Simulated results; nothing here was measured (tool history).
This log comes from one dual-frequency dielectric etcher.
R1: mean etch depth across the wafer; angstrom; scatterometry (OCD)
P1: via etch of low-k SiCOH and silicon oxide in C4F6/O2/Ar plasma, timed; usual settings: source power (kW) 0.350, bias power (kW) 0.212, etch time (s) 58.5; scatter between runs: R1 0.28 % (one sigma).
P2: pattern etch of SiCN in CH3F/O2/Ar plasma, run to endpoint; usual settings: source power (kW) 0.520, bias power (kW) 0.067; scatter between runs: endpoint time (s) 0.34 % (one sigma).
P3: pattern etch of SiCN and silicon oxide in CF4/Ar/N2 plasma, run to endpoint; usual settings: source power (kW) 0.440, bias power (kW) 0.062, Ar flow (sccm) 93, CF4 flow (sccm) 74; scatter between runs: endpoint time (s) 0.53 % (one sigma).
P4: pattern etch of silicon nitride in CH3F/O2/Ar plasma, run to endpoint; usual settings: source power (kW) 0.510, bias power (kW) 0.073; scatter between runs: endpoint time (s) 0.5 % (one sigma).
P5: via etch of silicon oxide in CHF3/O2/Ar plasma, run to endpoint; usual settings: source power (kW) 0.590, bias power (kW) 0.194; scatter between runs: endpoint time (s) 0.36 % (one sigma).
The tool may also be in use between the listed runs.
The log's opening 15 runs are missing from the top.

Run 16, day 3.867: process that ran P1, source power (kW) 0.260, bias power (kW) 0.249, etch time (s) 58.5. Result: R1 1483.10 angstrom.
Run 17, day 4.112: process that ran P1, source power (kW) 0.350, bias power (kW) 0.170, etch time (s) 58.5. Result: R1 1460.80 angstrom.
Run 18, day 4.288: process that ran P1, source power (kW) 0.350, bias power (kW) 0.277, etch time (s) 58.5. Result: R1 1715.40 angstrom.
Run 19, day 4.500: process that ran P1, source power (kW) 0.430, bias power (kW) 0.212, etch time (s) 58.5. Result: R1 1698.70 angstrom.
Run 20, day 4.817: process that ran P1, source power (kW) 0.350, bias power (kW) 0.212, etch time (s) 58.5. Result: R1 1570.00 angstrom.
Run 21, day 5.104: process that ran P1, source power (kW) 0.260, bias power (kW) 0.212, etch time (s) 84.0. Result: R1 2009.80 angstrom.
Run 22, day 5.304: process that ran P4, source power (kW) 0.510, bias power (kW) 0.092. Result: endpoint time (s) 55.837.
Run 23, day 5.638: process that ran P5, source power (kW) 0.840, bias power (kW) 0.194. Result: endpoint time (s) 318.820.
Run 24, day 5.875: process that ran P1, source power (kW) 0.250, bias power (kW) 0.212, etch time (s) 58.5. Result: R1 1380.30 angstrom.
Run 25, day 6.167: process that ran P1, source power (kW) 0.350, bias power (kW) 0.212, etch time (s) 58.5. Result: R1 1569.50 angstrom.
Run 26, day 6.471: process that ran P1, source power (kW) 0.350, bias power (kW) 0.212, etch time (s) 58.5. Result: R1 1568.30 angstrom.
Run 27, day 6.750: process that ran P3, source power (kW) 0.440, bias power (kW) 0.062, Ar flow (sccm) 93, CF4 flow (sccm) 74. Result: endpoint time (s) 20.663.
Run 28, day 7.092: process that ran P3, source power (kW) 0.440, bias power (kW) 0.062, Ar flow (sccm) 93, CF4 flow (sccm) 93. Result: endpoint time (s) 20.202.
Run 29, day 7.312: process that ran P3, source power (kW) 0.440, bias power (kW) 0.041, Ar flow (sccm) 93, CF4 flow (sccm) 74. Result: endpoint time (s) 23.746.
Run 30, day 7.612: process that ran P5, source power (kW) 0.590, bias power (kW) 0.264. Result: endpoint time (s) 327.880.
Run 31, day 7.829: process that ran P1, source power (kW) 0.350, bias power (kW) 0.212, etch time (s) 58.5. Result: R1 1565.20 angstrom.
Run 32, day 8.117: process that ran P1, source power (kW) 0.350, bias power (kW) 0.212, etch time (s) 58.5. Result: R1 1558.30 angstrom.
Run 33, day 8.396: process that ran P1, source power (kW) 0.350, bias power (kW) 0.212, etch time (s) 58.5. Result: R1 1547.10 angstrom.
Run 34, day 8.729: process that ran P1, source power (kW) 0.350, bias power (kW) 0.212, etch time (s) 58.5. Result: R1 1546.00 angstrom.

Run 35, settings as shown, results not yet in. Your forecast:
At day 8.842: wet clean of the chamber.
Run 35, day 8.979: process that ran P1, source power (kW) 0.350, bias power (kW) 0.212, etch time (s) 58.5. Result: R1 ?.

Run 35 gave R1 1541.60 angstrom.
